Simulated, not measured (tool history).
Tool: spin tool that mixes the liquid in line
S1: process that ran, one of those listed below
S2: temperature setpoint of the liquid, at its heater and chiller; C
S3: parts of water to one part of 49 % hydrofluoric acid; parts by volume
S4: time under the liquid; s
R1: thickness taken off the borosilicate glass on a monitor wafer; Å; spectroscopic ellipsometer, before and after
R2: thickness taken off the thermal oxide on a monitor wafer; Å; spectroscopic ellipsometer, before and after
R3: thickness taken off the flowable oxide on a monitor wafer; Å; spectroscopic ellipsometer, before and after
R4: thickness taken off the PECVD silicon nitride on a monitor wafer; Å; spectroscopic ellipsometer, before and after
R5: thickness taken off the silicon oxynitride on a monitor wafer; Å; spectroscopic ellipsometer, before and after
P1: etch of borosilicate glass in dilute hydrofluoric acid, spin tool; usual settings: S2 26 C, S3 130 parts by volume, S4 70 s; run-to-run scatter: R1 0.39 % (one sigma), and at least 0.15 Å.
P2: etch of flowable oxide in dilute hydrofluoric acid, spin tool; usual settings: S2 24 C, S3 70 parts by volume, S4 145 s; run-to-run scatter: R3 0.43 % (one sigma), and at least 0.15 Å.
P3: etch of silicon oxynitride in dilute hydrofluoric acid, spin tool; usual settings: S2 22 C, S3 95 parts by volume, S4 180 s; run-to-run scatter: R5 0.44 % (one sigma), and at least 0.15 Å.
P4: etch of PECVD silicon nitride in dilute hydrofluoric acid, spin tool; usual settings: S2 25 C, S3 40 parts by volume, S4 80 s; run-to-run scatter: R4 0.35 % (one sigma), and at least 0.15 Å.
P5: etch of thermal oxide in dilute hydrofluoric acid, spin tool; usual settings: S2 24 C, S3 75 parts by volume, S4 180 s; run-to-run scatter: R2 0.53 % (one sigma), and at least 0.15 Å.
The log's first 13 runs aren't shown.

run   hour  S1  S2   S3   S4      R1  R2      R3      R4      R5
 14   64.4  P3  22   95  180                              81.148
 15   68.7  P1  26  130   70   248.1
 16     74  P2  24  120  145               240.8
 17   77.4  P3  22   95  180                              80.576
 18   81.3  P3  22   95   15                              6.5912
 19   86.4  P2  24   70  145              441.19
 20   90.6  P1  26  130   70  247.81
 21   93.9  P1  26   50   20  206.02
 22   99.5  P3  22  140  180                              52.261
 23  103.6  P4  25   40   25                      20.539

Run 24 comes next. What will it give?
 24  106.8  P5  24  75  45       ?

{"run 24": {"R2": 28.431}}

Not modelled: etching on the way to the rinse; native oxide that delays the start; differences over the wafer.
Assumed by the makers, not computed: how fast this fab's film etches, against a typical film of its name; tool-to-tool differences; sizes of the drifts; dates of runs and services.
